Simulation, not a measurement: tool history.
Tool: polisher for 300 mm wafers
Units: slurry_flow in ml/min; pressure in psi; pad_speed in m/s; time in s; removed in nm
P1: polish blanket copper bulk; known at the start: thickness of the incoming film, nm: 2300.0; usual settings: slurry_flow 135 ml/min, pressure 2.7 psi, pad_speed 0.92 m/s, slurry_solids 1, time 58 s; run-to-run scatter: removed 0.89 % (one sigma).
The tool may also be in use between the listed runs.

run   hour  slurry_flow  pressure  pad_speed  slurry_solids  time  removed
  1   14.3          135       2.7       0.92              1    58   502.05
  2   23.6          135       2.7       0.92              1    32   280.37
  3   39.4          135       3.9       0.92              1    58    733.3
  4   55.9          135         2       0.92              1    75   485.48
  5     70          135       2.7       0.92            1.3    58   533.39
  6   84.9          135       1.9       1.18              1    58   458.26
  7   98.2          135       2.7       0.92              1    58   509.69
  8  109.8          135       2.7       0.92           0.55    58      449
  9  123.9          135       1.5       0.92              1    58   280.44
 10  134.5          135       2.7       0.92              1    58   511.89
 11  148.3          135       2.7       0.68              1    58   381.56
 12  160.4          135       2.7       0.92              1    90   780.49
 13  174.1          135       2.7        1.4              1    58   788.46
     175.8  -- slurry blender recalibrated
 14  188.5          135       2.7       0.92              1    58   505.84
 15  204.1           80       2.7       0.92              1    58   444.56
 16  212.1          135       2.7       0.92              1    58   507.59
 17  229.1          175       2.7       0.92              1    58   534.35
 18  245.6          135       2.7       0.92              1    58   512.03
 19  258.5          135       2.7       0.92              1    58   507.46
 20  276.2          135       2.7       0.92              1    58   491.83
 21  286.1          135       2.7       0.92              1    58   482.72
 22    296          135       2.7       0.92              1    58   482.28
     299.7  -- slurry blender recalibrated
 23  308.4          135       2.7       0.92              1    58   478.52
     313.2  -- head pressure recalibrated
 24  325.1          135       2.7       0.92              1    58   474.33
 25  337.3          135       2.7       0.92              1    58   471.11
 26    346          135       2.7       0.92              1    58   480.16
 27    357          135       2.7       0.92              1    58   476.46
 28  371.6          135       2.7       0.92              1    58   474.94

What P1 gives has crept away from where it was. These 2 causes fit the log equally well, each at the size given:
A: slurry flow missing at the pad, % = 27.3
B: removal rate lost through wear of the pad, % = 6.88
The creep began at about hour 245.6.
Why every other cause is out:
head's pressure below its setpoint, %: serviced at hour 313.2, which brought nothing back
abrasive missing from the slurry, %: serviced at hour 299.7, which brought nothing back

4 check runs are offered, each on 3 wafers whose results are averaged, their results left as question marks. Which one tells the causes apart?
check 1  386.2          135       1.7       0.92            0.6    58        ?
check 2  386.2          135       2.7       0.92              1    37        ?
check 3  386.2          135       3.4       0.92            1.2    58        ?
check 4  386.2           80       2.7       0.92              1    45        ?

What each check would give under each cause:
  check   result    if A    if B
check 1  removed   268.2  268.15
check 2  removed  302.15  302.09
check 3  removed  620.45  620.34
check 4  removed  310.34  323.13
How far apart the two closest causes lie, in the result that separates them most: check 1 0.02 %; check 2 0.02 %; check 3 0.02 %; check 4 4.04 %
Check 4 tells the causes apart: in the others they would give nearly the same result.

Check 4 was then run and gave: removed 309.78 nm. Which cause is it?

It is A: slurry flow missing at the pad, %.
